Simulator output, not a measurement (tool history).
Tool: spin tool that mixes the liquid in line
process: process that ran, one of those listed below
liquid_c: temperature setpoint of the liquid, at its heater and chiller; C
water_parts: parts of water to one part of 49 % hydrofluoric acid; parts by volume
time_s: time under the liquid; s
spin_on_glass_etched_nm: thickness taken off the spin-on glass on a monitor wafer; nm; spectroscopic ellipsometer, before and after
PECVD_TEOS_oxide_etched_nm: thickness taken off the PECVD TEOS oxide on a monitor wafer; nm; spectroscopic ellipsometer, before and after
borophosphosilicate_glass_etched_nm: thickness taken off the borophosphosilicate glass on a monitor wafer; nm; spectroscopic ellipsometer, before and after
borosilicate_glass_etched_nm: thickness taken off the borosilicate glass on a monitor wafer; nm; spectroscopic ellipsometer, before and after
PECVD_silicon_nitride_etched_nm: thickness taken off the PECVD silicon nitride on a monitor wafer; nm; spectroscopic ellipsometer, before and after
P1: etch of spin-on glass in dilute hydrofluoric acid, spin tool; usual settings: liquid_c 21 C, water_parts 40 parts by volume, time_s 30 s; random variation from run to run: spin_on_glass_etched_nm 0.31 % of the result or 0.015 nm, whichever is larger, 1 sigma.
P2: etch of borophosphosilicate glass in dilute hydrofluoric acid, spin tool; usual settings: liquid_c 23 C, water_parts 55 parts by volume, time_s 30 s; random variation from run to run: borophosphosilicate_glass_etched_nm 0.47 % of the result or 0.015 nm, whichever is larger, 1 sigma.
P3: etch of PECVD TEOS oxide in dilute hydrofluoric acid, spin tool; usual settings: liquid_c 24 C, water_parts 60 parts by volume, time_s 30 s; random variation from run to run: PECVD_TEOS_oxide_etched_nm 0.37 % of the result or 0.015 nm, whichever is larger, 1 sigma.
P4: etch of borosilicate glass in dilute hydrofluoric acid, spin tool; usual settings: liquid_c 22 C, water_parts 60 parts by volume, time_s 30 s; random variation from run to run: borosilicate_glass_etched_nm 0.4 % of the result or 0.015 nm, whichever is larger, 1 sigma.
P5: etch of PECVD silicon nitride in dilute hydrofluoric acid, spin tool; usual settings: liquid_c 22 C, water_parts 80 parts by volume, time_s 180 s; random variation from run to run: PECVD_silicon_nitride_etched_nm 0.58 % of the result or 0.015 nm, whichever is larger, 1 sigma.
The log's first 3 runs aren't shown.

| run | hour | process | liquid_c | water_parts | time_s | hours since the thermometer was replaced | hours since the hydrofluoric acid flow meter was replaced | spin_on_glass_etched_nm | PECVD_TEOS_oxide_etched_nm | borophosphosilicate_glass_etched_nm | borosilicate_glass_etched_nm | PECVD_silicon_nitride_etched_nm |
|---|---|---|---|---|---|---|---|---|---|---|---|---|
| 4 | 33.7 | P1 | 25 | 40 | 30 | 1091.4 | 1259.2 | 32.347 |  |  |  |  |
| 5 | 46.6 | P3 | 24 | 60 | 30 | 1104.3 | 1272.1 |  | 14.295 |  |  |  |
| 6 | 55.6 | P1 | 21 | 40 | 30 | 1113.3 | 1281.1 | 27.47 |  |  |  |  |
| 7 | 66.3 | P2 | 18 | 55 | 30 | 1124 | 1291.8 |  |  | 17.979 |  |  |
| 8 | 74.1 | P4 | 22 | 60 | 30 | 1131.8 | 1299.6 |  |  |  | 22.782 |  |
| 9 | 82.7 | P1 | 21 | 40 | 15 | 1140.4 | 1308.2 | 13.721 |  |  |  |  |
| 10 | 89.8 | P3 | 24 | 20 | 30 | 1147.5 | 1315.3 |  | 45.235 |  |  |  |
| 11 | 95.9 | P1 | 21 | 40 | 30 | 1153.6 | 1321.4 | 27.399 |  |  |  |  |
| 12 | 106 | P4 | 17.5 | 60 | 30 | 1163.7 | 1331.5 |  |  |  | 18.895 |  |
| 13 | 117.7 | P2 | 23 | 55 | 15 | 1175.4 | 1343.2 |  |  | 11.071 |  |  |
| 14 | 126.7 | P1 | 21 | 20 | 30 | 1184.4 | 1352.2 | 56.096 |  |  |  |  |
| 15 | 134.5 | P1 | 21 | 40 | 30 | 1192.2 | 1360 | 27.597 |  |  |  |  |
| 16 | 146 | P2 | 23 | 105 | 30 | 1203.7 | 1371.5 |  |  | 10.975 |  |  |
| 17 | 155.2 | P4 | 22 | 60 | 15 | 1212.9 | 1380.7 |  |  |  | 11.275 |  |
| 18 | 161.6 | P5 | 22 | 80 | 275 | 1219.3 | 1387.1 |  |  |  |  | 6.5088 |
| 19 | 174.3 | P3 | 24 | 60 | 15 | 1232 | 1399.8 |  | 7.1135 |  |  |  |
| 20 | 187.1 | P1 | 21 | 40 | 30 | 1244.8 | 1412.6 | 27.387 |  |  |  |  |
| 21 | 200.2 | P1 | 21 | 40 | 55 | 1257.9 | 1425.7 | 50.221 |  |  |  |  |
| 22 | 212.9 | P1 | 26 | 20 | 30 | 1270.6 | 1438.4 | 69.48 |  |  |  |  |
| 23 | 220.1 | P1 | 21 | 40 | 30 | 1277.8 | 1445.6 | 27.348 |  |  |  |  |
| 24 | 230.9 | P1 | 17 | 40 | 30 | 1288.6 | 1456.4 | 23.055 |  |  |  |  |
| 25 | 244.8 | P5 | 29.5 | 80 | 180 | 1302.5 | 1470.3 |  |  |  |  | 6.9287 |

Forecast run 26:
| 26 | 253.5 | P5 | 22 | 80 | 180 | 1311.2 | 1479 |  |  |  |  | ? |

Run 26 gave PECVD_silicon_nitride_etched_nm 4.1708 nm.
